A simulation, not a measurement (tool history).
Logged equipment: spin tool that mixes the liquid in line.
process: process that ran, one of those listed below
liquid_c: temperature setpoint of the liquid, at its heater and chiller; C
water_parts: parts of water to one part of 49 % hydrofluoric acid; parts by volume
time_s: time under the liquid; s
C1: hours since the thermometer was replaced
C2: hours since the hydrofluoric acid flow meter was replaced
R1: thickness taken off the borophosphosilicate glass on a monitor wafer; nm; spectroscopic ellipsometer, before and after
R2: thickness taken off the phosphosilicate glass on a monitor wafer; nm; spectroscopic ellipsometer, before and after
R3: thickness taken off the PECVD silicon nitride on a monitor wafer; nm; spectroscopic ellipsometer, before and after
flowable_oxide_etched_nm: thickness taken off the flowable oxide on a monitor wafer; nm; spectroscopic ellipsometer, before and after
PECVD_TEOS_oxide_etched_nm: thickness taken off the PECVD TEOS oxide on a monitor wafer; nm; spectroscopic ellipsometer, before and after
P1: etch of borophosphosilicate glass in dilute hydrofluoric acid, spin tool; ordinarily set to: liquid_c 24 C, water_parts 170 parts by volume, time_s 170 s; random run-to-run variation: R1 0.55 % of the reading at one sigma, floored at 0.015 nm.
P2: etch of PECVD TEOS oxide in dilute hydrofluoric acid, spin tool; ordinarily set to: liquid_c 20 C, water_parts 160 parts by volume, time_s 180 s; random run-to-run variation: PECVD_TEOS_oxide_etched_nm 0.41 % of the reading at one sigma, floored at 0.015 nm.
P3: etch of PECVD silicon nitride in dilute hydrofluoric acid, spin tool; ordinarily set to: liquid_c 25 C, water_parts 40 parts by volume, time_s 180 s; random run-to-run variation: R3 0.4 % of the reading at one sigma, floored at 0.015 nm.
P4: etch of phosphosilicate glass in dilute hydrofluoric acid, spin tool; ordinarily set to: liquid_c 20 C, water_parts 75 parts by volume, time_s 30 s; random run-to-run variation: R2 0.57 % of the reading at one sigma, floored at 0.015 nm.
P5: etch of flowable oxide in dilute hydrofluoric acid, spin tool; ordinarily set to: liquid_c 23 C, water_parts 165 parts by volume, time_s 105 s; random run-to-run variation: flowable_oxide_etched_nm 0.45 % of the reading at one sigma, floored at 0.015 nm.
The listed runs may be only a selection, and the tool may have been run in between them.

{"run": 1, "hour": 9.1, "process": "P1", "liquid_c": 24, "water_parts": 170, "time_s": 170, "C1": 912.8, "C2": 295.6, "R1": 27.777}
{"run": 2, "hour": 17.3, "process": "P4", "liquid_c": 20, "water_parts": 75, "time_s": 15, "C1": 921, "C2": 303.8, "R2": 25.902}
{"run": 3, "hour": 22.9, "process": "P1", "liquid_c": 24, "water_parts": 170, "time_s": 170, "C1": 926.6, "C2": 309.4, "R1": 28.108}
{"run": 4, "hour": 34.4, "process": "P1", "liquid_c": 24, "water_parts": 170, "time_s": 80, "C1": 938.1, "C2": 320.9, "R1": 13.206}
{"run": 5, "hour": 43.3, "process": "P3", "liquid_c": 25, "water_parts": 40, "time_s": 85, "C1": 947, "C2": 329.8, "R3": 4.5708}
{"run": 6, "hour": 54.0, "process": "P5", "liquid_c": 29, "water_parts": 165, "time_s": 105, "C1": 957.7, "C2": 340.5, "flowable_oxide_etched_nm": 26.387}
{"run": 7, "hour": 65.8, "process": "P1", "liquid_c": 24, "water_parts": 170, "time_s": 330, "C1": 969.5, "C2": 352.3, "R1": 54.522}
{"run": 8, "hour": 77.1, "process": "P3", "liquid_c": 31.5, "water_parts": 40, "time_s": 180, "C1": 980.8, "C2": 363.6, "R3": 14.953}
{"run": 9, "hour": 85.6, "process": "P1", "liquid_c": 24, "water_parts": 170, "time_s": 170, "C1": 989.3, "C2": 372.1, "R1": 28.287}
{"run": 10, "hour": 92.5, "process": "P4", "liquid_c": 20, "water_parts": 120, "time_s": 30, "C1": 996.2, "C2": 379, "R2": 30.849}
{"run": 11, "hour": 103.7, "process": "P1", "liquid_c": 24, "water_parts": 60, "time_s": 325, "C1": 1007.4, "C2": 390.2, "R1": 175.39}
{"run": 12, "hour": 113.6, "process": "P5", "liquid_c": 23, "water_parts": 165, "time_s": 105, "C1": 1017.3, "C2": 400.1, "flowable_oxide_etched_nm": 21.04}
{"run": 13, "hour": 121.6, "process": "P1", "liquid_c": 17, "water_parts": 170, "time_s": 170, "C1": 1025.3, "C2": 408.1, "R1": 21.226}
{"run": 14, "hour": 133.6, "process": "P1", "liquid_c": 24, "water_parts": 170, "time_s": 170, "C1": 1037.3, "C2": 420.1, "R1": 28.239}
{"run": 15, "hour": 145.6, "process": "P1", "liquid_c": 24, "water_parts": 170, "time_s": 170, "C1": 1049.3, "C2": 432.1, "R1": 28.294}
{"run": 16, "hour": 153.5, "process": "P2", "liquid_c": 17, "water_parts": 160, "time_s": 180, "C1": 1057.2, "C2": 440, "PECVD_TEOS_oxide_etched_nm": 10.397}
{"run": 17, "hour": 164.2, "process": "P2", "liquid_c": 20, "water_parts": 160, "time_s": 45, "C1": 1067.9, "C2": 450.7, "PECVD_TEOS_oxide_etched_nm": 2.8901}
{"run": 18, "hour": 173.1, "process": "P5", "liquid_c": 23, "water_parts": 165, "time_s": 160, "C1": 1076.8, "C2": 459.6, "flowable_oxide_etched_nm": 32.056}
{"run": 19, "hour": 183.9, "process": "P5", "liquid_c": 23, "water_parts": 65, "time_s": 105, "C1": 1087.6, "C2": 470.4, "flowable_oxide_etched_nm": 59.621}
{"run": 20, "hour": 189.5, "process": "P2", "liquid_c": 20, "water_parts": 160, "time_s": 180, "C1": 1093.2, "C2": 476, "PECVD_TEOS_oxide_etched_nm": 11.793}
{"run": 21, "hour": 201.4, "process": "P3", "liquid_c": 25, "water_parts": 55, "time_s": 180, "C1": 1105.1, "C2": 487.9, "R3": 7.1116}
{"run": 22, "hour": 210.2, "process": "P1", "liquid_c": 24, "water_parts": 290, "time_s": 170, "C1": 1113.9, "C2": 496.7, "R1": 14.568}
{"run": 23, "hour": 217.2, "process": "P1", "liquid_c": 24, "water_parts": 170, "time_s": 170, "C1": 1120.9, "C2": 503.7, "R1": 28.185}
{"run": 24, "hour": 229.0, "process": "P1", "liquid_c": 32.5, "water_parts": 170, "time_s": 170, "C1": 1132.7, "C2": 515.5, "R1": 38.211}
{"run": 25, "hour": 240.6, "process": "P4", "liquid_c": 20, "water_parts": 75, "time_s": 30, "C1": 1144.3, "C2": 527.1, "R2": 52.022}
{"run": 26, "hour": 251.8, "process": "P3", "liquid_c": 25, "water_parts": 40, "time_s": 180, "C1": 1155.5, "C2": 538.3, "R3": 9.8199}
{"run": 27, "hour": 263.4, "process": "P1", "liquid_c": 17, "water_parts": 275, "time_s": 170, "C1": 1167.1, "C2": 549.9, "R1": 12.01}
{"run": 28, "hour": 271.9, "process": "P4", "liquid_c": 27, "water_parts": 75, "time_s": 30, "C1": 1175.6, "C2": 558.4, "R2": 69.04}
{"run": 29, "hour": 280.5, "process": "P2", "liquid_c": 20, "water_parts": 275, "time_s": 180, "C1": 1184.2, "C2": 567, "PECVD_TEOS_oxide_etched_nm": 6.133}
{"run": 30, "hour": 287.8, "process": "P1", "liquid_c": 24, "water_parts": 100, "time_s": 170, "C1": 1191.5, "C2": 574.3, "R1": 52.266}
{"run": 31, "hour": 293.6, "process": "P1", "liquid_c": 24, "water_parts": 170, "time_s": 170, "C1": 1197.3, "C2": 580.1, "R1": 28.41}
{"run": 32, "hour": 303.3, "process": "P1", "liquid_c": 24, "water_parts": 170, "time_s": 170, "C1": 1207, "C2": 589.8, "R1": 27.066}
{"run": 33, "hour": 310.8, "process": "P1", "liquid_c": 24, "water_parts": 170, "time_s": 170, "C1": 1214.5, "C2": 597.3, "R1": 26.666}
{"run": 34, "hour": 318.5, "process": "P1", "liquid_c": 24, "water_parts": 170, "time_s": 170, "C1": 1222.2, "C2": 605, "R1": 26.443}
{"run": 35, "hour": 327.6, "process": "P1", "liquid_c": 24, "water_parts": 170, "time_s": 170, "C1": 1231.3, "C2": 614.1, "R1": 26.616}
{"run": 36, "hour": 334.8, "process": "P1", "liquid_c": 24, "water_parts": 170, "time_s": 170, "C1": 1238.5, "C2": 621.3, "R1": 26.369}
{"run": 37, "hour": 341.0, "process": "P1", "liquid_c": 24, "water_parts": 170, "time_s": 170, "C1": 1244.7, "C2": 627.5, "R1": 25.998}
{"run": 38, "hour": 349.5, "process": "P1", "liquid_c": 24, "water_parts": 170, "time_s": 170, "C1": 1253.2, "C2": 636, "R1": 26.305}

P1 has crept away from where it was. The log is fitted equally well by each of these 2 causes, at the sizes shown:
A: liquid colder than its thermometer reads (K) = 1.95
B: hydrofluoric acid flow below the setpoint (%) = 6.02
At approximately hour 293.6, the process output began to creep.

Each of the 4 check runs below uses one wafer; its results are left as question marks. Which run tells the causes apart?
{"run": "check 1", "hour": 358.0, "process": "P2", "liquid_c": 17, "water_parts": 160, "time_s": 50, "PECVD_TEOS_oxide_etched_nm": "?"}
{"run": "check 2", "hour": 358.0, "process": "P3", "liquid_c": 28.5, "water_parts": 40, "time_s": 180, "R3": "?"}
{"run": "check 3", "hour": 358.0, "process": "P4", "liquid_c": 24.5, "water_parts": 75, "time_s": 15, "R2": "?"}
{"run": "check 4", "hour": 358.0, "process": "P5", "liquid_c": 28.5, "water_parts": 165, "time_s": 105, "flowable_oxide_etched_nm": "?"}

Predicted outcomes, by check and by cause:
check=check_1 result=PECVD_TEOS_oxide_etched_nm if_A=2.6666 if_B=2.6892
check=check_2 result=R3 if_A=10.809 if_B=11.569
check=check_3 result=R2 if_A=28.814 if_B=29.127
check=check_4 result=flowable_oxide_etched_nm if_A=24.008 if_B=23.912
Separation of the two closest causes in each check, using whichever result separates them best: check 1 0.84 %; check 2 6.79 %; check 3 1.08 %; check 4 0.4 %
Check 2 tells the causes apart: in the others they would give nearly the same result.

Then check 2 was run and gave: R3 11.596 nm. Which cause is it?

The cause is B: hydrofluoric acid flow below the setpoint (%).
